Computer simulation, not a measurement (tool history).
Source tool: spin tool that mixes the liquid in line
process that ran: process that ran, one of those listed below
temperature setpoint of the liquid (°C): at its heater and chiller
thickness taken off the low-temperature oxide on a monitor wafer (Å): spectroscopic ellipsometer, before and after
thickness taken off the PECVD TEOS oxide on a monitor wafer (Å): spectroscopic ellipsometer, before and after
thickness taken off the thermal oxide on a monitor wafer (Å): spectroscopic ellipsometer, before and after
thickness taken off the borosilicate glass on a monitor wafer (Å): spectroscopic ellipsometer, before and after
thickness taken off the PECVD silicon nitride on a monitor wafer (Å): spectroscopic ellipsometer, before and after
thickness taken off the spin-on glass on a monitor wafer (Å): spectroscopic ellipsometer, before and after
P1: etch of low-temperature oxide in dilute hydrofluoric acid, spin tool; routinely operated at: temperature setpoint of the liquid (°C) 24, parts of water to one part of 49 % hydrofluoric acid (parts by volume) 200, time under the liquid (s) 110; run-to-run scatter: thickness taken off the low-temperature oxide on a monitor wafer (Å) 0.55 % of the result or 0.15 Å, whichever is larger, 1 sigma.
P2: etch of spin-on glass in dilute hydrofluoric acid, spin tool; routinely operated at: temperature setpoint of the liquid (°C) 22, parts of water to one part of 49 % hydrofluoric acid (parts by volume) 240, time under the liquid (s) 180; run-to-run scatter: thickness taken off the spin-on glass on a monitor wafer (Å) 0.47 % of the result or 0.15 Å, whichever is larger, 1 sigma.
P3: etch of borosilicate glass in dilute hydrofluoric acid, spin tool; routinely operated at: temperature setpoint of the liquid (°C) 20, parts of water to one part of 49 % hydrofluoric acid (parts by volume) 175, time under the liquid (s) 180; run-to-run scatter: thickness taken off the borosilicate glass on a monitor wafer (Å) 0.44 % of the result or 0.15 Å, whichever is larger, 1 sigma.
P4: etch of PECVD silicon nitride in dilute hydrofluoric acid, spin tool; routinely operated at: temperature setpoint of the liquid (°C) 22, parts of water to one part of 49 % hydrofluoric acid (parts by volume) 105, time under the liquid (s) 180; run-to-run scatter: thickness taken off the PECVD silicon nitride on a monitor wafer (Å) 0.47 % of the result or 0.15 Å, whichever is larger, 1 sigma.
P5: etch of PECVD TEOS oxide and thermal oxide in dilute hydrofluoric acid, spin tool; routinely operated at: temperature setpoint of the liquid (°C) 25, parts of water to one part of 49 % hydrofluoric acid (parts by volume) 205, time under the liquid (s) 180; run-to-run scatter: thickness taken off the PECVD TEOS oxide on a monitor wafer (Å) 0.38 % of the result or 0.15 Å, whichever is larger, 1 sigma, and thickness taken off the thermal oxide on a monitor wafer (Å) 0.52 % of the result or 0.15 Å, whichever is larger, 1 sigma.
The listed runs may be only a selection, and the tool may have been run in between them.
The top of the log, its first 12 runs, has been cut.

run	day	process that ran	temperature setpoint of the liquid (°C)	parts of water to one part of 49 % hydrofluoric acid (parts by volume)	time under the liquid (s)	hours since the thermometer was replaced	hours since the hydrofluoric acid flow meter was replaced	thickness taken off the low-temperature oxide on a monitor wafer (Å)	thickness taken off the PECVD TEOS oxide on a monitor wafer (Å)	thickness taken off the thermal oxide on a monitor wafer (Å)	thickness taken off the borosilicate glass on a monitor wafer (Å)	thickness taken off the PECVD silicon nitride on a monitor wafer (Å)	thickness taken off the spin-on glass on a monitor wafer (Å)
13	5.254	P4	22	105	180	816.9	614.1					85.57	
14	5.583	P4	22	105	85	824.8	622					40.478	
15	6.125	P1	24	295	110	837.8	635	81.853					
16	6.471	P1	24	200	175	846.1	643.3	210.92					
17	6.733	P5	25	205	180	852.4	649.6		74.219	38.194			
18	7.267	P4	27	105	180	865.2	662.4					119.46	
19	7.829	P1	31.5	200	185	878.7	675.9	292.34					
20	8.254	P1	24	200	40	888.9	686.1	47.998					
21	8.712	P1	24	275	25	899.9	697.1	20.233					
22	9.146	P2	22	240	180	910.3	707.5						130.42
23	9.521	P5	29.5	205	180	919.3	716.5		87.24	44.724			
24	9.829	P3	20	80	180	926.7	723.9				368.91		
25	10.217	P5	25	205	180	936	733.2		75.005	38.502			
26	10.554	P2	30	240	180	944.1	741.3						174.03
27	10.875	P1	24	50	40	951.8	749	232.88					
28	11.225	P1	24	200	110	960.2	757.4	131.78					
29	11.529	P2	22	240	265	967.5	764.7						193.02
30	11.962	P1	18	200	110	977.9	775.1	105.65					
31	12.442	P2	22	355	180	989.4	786.6						80.172
32	12.846	P4	22	165	180	999.1	796.3					55.67	
33	13.333	P1	24	200	110	1010.8	808	132.38					

Predict the results of run 34:
34	13.817	P1	24	200	110	1022.4	819.6	?					

{"run 34": {"thickness taken off the low-temperature oxide on a monitor wafer (Å)": 137.23}}

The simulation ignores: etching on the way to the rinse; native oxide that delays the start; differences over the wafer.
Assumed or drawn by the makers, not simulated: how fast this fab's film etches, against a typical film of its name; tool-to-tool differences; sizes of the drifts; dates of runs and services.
